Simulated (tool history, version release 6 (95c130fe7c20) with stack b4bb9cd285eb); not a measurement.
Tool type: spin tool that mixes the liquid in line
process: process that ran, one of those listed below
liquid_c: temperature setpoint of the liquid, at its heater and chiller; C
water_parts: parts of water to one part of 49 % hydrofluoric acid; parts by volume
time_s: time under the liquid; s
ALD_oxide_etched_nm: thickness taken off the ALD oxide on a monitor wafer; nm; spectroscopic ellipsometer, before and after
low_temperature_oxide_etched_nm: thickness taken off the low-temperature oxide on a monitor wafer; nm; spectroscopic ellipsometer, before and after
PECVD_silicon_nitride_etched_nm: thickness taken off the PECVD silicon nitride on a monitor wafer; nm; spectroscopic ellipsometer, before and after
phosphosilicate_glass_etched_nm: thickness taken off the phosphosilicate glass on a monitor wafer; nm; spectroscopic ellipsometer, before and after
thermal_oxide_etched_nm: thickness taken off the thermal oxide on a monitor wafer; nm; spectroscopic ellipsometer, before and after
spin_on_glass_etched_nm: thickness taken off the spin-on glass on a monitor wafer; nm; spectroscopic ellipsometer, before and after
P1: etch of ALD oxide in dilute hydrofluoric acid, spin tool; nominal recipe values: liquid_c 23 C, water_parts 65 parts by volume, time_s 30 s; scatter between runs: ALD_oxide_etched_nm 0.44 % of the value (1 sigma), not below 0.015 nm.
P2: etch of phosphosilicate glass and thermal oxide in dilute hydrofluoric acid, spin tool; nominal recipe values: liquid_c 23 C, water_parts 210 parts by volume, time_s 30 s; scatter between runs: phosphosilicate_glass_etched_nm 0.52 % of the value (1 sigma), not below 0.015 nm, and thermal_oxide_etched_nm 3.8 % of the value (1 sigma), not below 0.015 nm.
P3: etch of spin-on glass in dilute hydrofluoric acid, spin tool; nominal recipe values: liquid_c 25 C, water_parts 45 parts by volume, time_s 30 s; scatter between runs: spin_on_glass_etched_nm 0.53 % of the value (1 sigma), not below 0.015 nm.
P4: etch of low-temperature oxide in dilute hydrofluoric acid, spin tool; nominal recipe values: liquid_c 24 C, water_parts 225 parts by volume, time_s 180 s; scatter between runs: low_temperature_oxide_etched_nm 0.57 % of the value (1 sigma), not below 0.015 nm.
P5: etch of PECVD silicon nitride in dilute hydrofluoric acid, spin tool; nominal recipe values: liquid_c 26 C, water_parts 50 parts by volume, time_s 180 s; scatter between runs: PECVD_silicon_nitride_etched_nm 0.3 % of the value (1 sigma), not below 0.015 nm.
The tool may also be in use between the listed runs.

| run | hour | process | liquid_c | water_parts | time_s | hours since the thermometer was replaced | hours since the hydrofluoric acid flow meter was replaced | ALD_oxide_etched_nm | low_temperature_oxide_etched_nm | PECVD_silicon_nitride_etched_nm | phosphosilicate_glass_etched_nm | thermal_oxide_etched_nm | spin_on_glass_etched_nm |
|---|---|---|---|---|---|---|---|---|---|---|---|---|---|
| 1 | 4.6 | P1 | 23 | 65 | 30 | 340.1 | 391.4 | 5.1101 |  |  |  |  |  |
| 2 | 10.5 | P1 | 23 | 65 | 15 | 346 | 397.3 | 2.575 |  |  |  |  |  |
| 3 | 13.9 | P4 | 17 | 225 | 180 | 349.4 | 400.7 |  | 10.816 |  |  |  |  |
| 4 | 20.5 | P5 | 22 | 50 | 180 | 356 | 407.3 |  |  | 7.1839 |  |  |  |
| 5 | 23.9 | P5 | 26 | 50 | 180 | 359.4 | 410.7 |  |  | 9.4235 |  |  |  |
| 6 | 27.9 | P2 | 23 | 210 | 30 | 363.4 | 414.7 |  |  |  | 23.228 | 0.55853 |  |
| 7 | 32.5 | P3 | 25 | 75 | 30 | 368 | 419.3 |  |  |  |  |  | 14.075 |
| 8 | 37.1 | P4 | 24 | 95 | 180 | 372.6 | 423.9 |  | 38.459 |  |  |  |  |
| 9 | 41.4 | P5 | 26 | 50 | 180 | 376.9 | 428.2 |  |  | 9.3967 |  |  |  |
| 10 | 44.7 | P3 | 19.5 | 45 | 30 | 380.2 | 431.5 |  |  |  |  |  | 19.236 |
| 11 | 48.2 | P1 | 23 | 65 | 30 | 383.7 | 435 | 5.1302 |  |  |  |  |  |
| 12 | 51.9 | P5 | 26 | 50 | 15 | 387.4 | 438.7 |  |  | 0.74909 |  |  |  |
| 13 | 56 | P1 | 23 | 105 | 30 | 391.5 | 442.8 | 3.0329 |  |  |  |  |  |
| 14 | 59.9 | P5 | 26 | 85 | 180 | 395.4 | 446.7 |  |  | 5.5789 |  |  |  |
| 15 | 65 | P3 | 25 | 45 | 30 | 400.5 | 451.8 |  |  |  |  |  | 24.271 |
| 16 | 70.6 | P1 | 23 | 40 | 30 | 406.1 | 457.4 | 8.6546 |  |  |  |  |  |
| 17 | 75.6 | P4 | 24 | 225 | 180 | 411.1 | 462.4 |  | 14.109 |  |  |  |  |
| 18 | 78.7 | P1 | 17 | 65 | 30 | 414.2 | 465.5 | 4.0009 |  |  |  |  |  |
| 19 | 81.8 | P2 | 23 | 115 | 30 | 417.3 | 468.6 |  |  |  | 47.411 | 1.1639 |  |
| 20 | 87.4 | P1 | 23 | 65 | 50 | 422.9 | 474.2 | 8.5944 |  |  |  |  |  |
|  | 88.8 | thermometer replaced |
| 21 | 90.5 | P1 | 23 | 65 | 30 | 1.7 | 477.3 | 5.1366 |  |  |  |  |  |
| 22 | 95.5 | P4 | 24 | 225 | 305 | 6.7 | 482.3 |  | 23.607 |  |  |  |  |
| 23 | 98.8 | P2 | 23 | 210 | 15 | 10 | 485.6 |  |  |  | 11.617 | 0.27439 |  |
| 24 | 104.1 | P1 | 23 | 65 | 30 | 15.3 | 490.9 | 5.0837 |  |  |  |  |  |
| 25 | 109.4 | P3 | 25 | 45 | 15 | 20.6 | 496.2 |  |  |  |  |  | 12.119 |
| 26 | 115.9 | P1 | 23 | 65 | 30 | 27.1 | 502.7 | 5.1904 |  |  |  |  |  |
| 27 | 121.3 | P1 | 27 | 65 | 15 | 32.5 | 508.1 | 3.0321 |  |  |  |  |  |
| 28 | 126.7 | P2 | 17 | 210 | 30 | 37.9 | 513.5 |  |  |  | 18.497 | 0.39932 |  |
| 29 | 130.5 | P1 | 27.5 | 65 | 30 | 41.7 | 517.3 | 6.1735 |  |  |  |  |  |
| 30 | 137.1 | P1 | 23 | 65 | 30 | 48.3 | 523.9 | 5.0983 |  |  |  |  |  |
| 31 | 142.2 | P1 | 23 | 65 | 30 | 53.4 | 529 | 5.0366 |  |  |  |  |  |
| 32 | 148 | P1 | 23 | 65 | 30 | 59.2 | 534.8 | 4.9377 |  |  |  |  |  |
| 33 | 154.3 | P1 | 23 | 65 | 30 | 65.5 | 541.1 | 4.8672 |  |  |  |  |  |
| 34 | 160.1 | P1 | 23 | 65 | 30 | 71.3 | 546.9 | 4.8441 |  |  |  |  |  |
| 35 | 163.9 | P1 | 23 | 65 | 30 | 75.1 | 550.7 | 4.8804 |  |  |  |  |  |
| 36 | 170 | P1 | 23 | 65 | 30 | 81.2 | 556.8 | 4.8255 |  |  |  |  |  |
| 37 | 174.2 | P1 | 23 | 65 | 30 | 85.4 | 561 | 4.8337 |  |  |  |  |  |
| 38 | 178.4 | P1 | 23 | 65 | 30 | 89.6 | 565.2 | 4.7881 |  |  |  |  |  |
| 39 | 185 | P1 | 23 | 65 | 30 | 96.2 | 571.8 | 4.7505 |  |  |  |  |  |

What P1 gives has crept away from where it was. These 2 causes fit the log equally well, each at the size given:
A: liquid colder than its thermometer reads (K) = 1.62
B: hydrofluoric acid flow below the setpoint (%) = 5.98
The creep began at about hour 137.1.

Which of the 4 check runs listed below separates the causes, so that each cause would produce a clearly different result? Each run uses one wafer, and its results are marked with question marks.
| check 1 | 191.6 | P2 | 18 | 210 | 30 |  |  |  |  |  | ? | ? |  |
| check 2 | 191.6 | P4 | 19 | 140 | 180 |  |  |  | ? |  |  |  |  |
| check 3 | 191.6 | P3 | 20.5 | 70 | 30 |  |  |  |  |  |  |  | ? |
| check 4 | 191.6 | P5 | 26 | 80 | 95 |  |  |  |  | ? |  |  |  |

What every check run would give for each of its results, assuming each possible cause in turn:
| check | result | if A | if B |
|---|---|---|---|
| check 1 | phosphosilicate_glass_etched_nm | 18.039 | 17.862 |
| check 1 | thermal_oxide_etched_nm | 0.43747 | 0.43319 |
| check 2 | low_temperature_oxide_etched_nm | 18.971 | 18.882 |
| check 3 | spin_on_glass_etched_nm | 11.662 | 11.676 |
| check 4 | PECVD_silicon_nitride_etched_nm | 2.8049 | 2.9358 |
Per-check spread between the two closest causes, in the result where they differ most: check 1 0.98 %; check 2 0.47 %; check 3 0.12 %; check 4 4.56 %
The other checks would show nearly matching results whichever cause is true, so check 4 is the only one that separates the causes.

After running check 4, the following was obtained: PECVD_silicon_nitride_etched_nm 2.9492 nm. Which cause does this point to?

The correct cause is B, namely: hydrofluoric acid flow below the setpoint (%).

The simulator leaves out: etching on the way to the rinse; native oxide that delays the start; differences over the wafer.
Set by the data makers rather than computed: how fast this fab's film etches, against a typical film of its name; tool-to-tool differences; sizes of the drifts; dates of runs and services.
